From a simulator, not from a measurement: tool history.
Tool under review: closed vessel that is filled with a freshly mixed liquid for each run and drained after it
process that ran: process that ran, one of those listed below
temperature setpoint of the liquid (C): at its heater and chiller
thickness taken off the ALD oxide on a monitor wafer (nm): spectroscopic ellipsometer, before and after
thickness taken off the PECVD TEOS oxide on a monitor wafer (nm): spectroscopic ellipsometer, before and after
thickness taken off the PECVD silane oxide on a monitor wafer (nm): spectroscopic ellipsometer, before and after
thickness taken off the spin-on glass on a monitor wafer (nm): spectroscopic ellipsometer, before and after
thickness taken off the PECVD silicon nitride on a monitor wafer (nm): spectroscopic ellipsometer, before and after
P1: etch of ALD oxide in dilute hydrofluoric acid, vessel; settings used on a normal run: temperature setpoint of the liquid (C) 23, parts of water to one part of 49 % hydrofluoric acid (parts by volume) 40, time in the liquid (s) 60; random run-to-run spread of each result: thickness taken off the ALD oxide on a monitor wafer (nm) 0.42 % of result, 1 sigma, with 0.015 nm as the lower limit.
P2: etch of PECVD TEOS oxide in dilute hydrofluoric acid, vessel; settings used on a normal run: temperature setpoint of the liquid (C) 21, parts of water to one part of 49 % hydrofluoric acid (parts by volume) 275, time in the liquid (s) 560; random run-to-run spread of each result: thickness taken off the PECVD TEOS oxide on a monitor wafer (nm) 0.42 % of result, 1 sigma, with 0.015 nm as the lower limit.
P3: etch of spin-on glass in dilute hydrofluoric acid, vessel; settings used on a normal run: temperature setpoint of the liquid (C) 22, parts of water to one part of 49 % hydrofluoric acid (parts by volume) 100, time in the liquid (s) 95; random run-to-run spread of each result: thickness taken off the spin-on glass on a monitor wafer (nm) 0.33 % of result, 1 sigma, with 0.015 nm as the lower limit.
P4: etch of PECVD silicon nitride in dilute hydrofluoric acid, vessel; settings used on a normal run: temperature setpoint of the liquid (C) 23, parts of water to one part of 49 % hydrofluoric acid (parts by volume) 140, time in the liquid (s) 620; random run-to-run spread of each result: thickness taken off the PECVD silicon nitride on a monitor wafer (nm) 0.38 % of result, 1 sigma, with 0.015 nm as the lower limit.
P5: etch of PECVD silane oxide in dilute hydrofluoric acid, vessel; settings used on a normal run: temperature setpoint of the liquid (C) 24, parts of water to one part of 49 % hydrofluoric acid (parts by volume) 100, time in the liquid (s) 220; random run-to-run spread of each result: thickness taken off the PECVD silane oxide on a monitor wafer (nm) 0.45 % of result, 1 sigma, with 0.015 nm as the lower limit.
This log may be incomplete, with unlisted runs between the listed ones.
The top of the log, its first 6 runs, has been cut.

run	day	process that ran	temperature setpoint of the liquid (C)	parts of water to one part of 49 % hydrofluoric acid (parts by volume)	time in the liquid (s)	thickness taken off the ALD oxide on a monitor wafer (nm)	thickness taken off the PECVD TEOS oxide on a monitor wafer (nm)	thickness taken off the PECVD silane oxide on a monitor wafer (nm)	thickness taken off the spin-on glass on a monitor wafer (nm)	thickness taken off the PECVD silicon nitride on a monitor wafer (nm)
7	2.692	P5	24	100	220			41.368		
8	3.142	P1	23	40	60	15.162				
9	3.5	P2	21	275	900		67.894			
10	3.833	P3	22	100	160				91.285	
11	4.167	P5	24	100	220			41.092		
12	4.7	P1	18.5	40	60	12.47				
13	5.225	P1	23	55	60	10.853				
14	5.696	P3	22	30	95				195.59	
# day 5.829: hydrofluoric acid flow meter replaced
15	5.967	P2	21	275	560		42.071			
16	6.383	P4	23	140	620					12.622
17	6.85	P4	23	225	620					7.9716
18	7.154	P1	23	40	105	26.499				
19	7.554	P1	23	60	100	16.438				
20	7.846	P5	17	100	220			30.891		
21	8.392	P3	22	100	95				54.024	
22	8.762	P4	17	140	620					8.4737
23	9.354	P2	28.5	275	560		54.907			
24	9.767	P3	29	100	95				70.902	
25	10.204	P4	23	140	1145					23.325
26	10.712	P1	23	20	60	31.243				
27	11.242	P1	23	40	60	15.086				

For run 28, what comes out?
28	11.562	P5	24	150	220			?		

thickness taken off the PECVD silane oxide on a monitor wafer (nm): 25.924
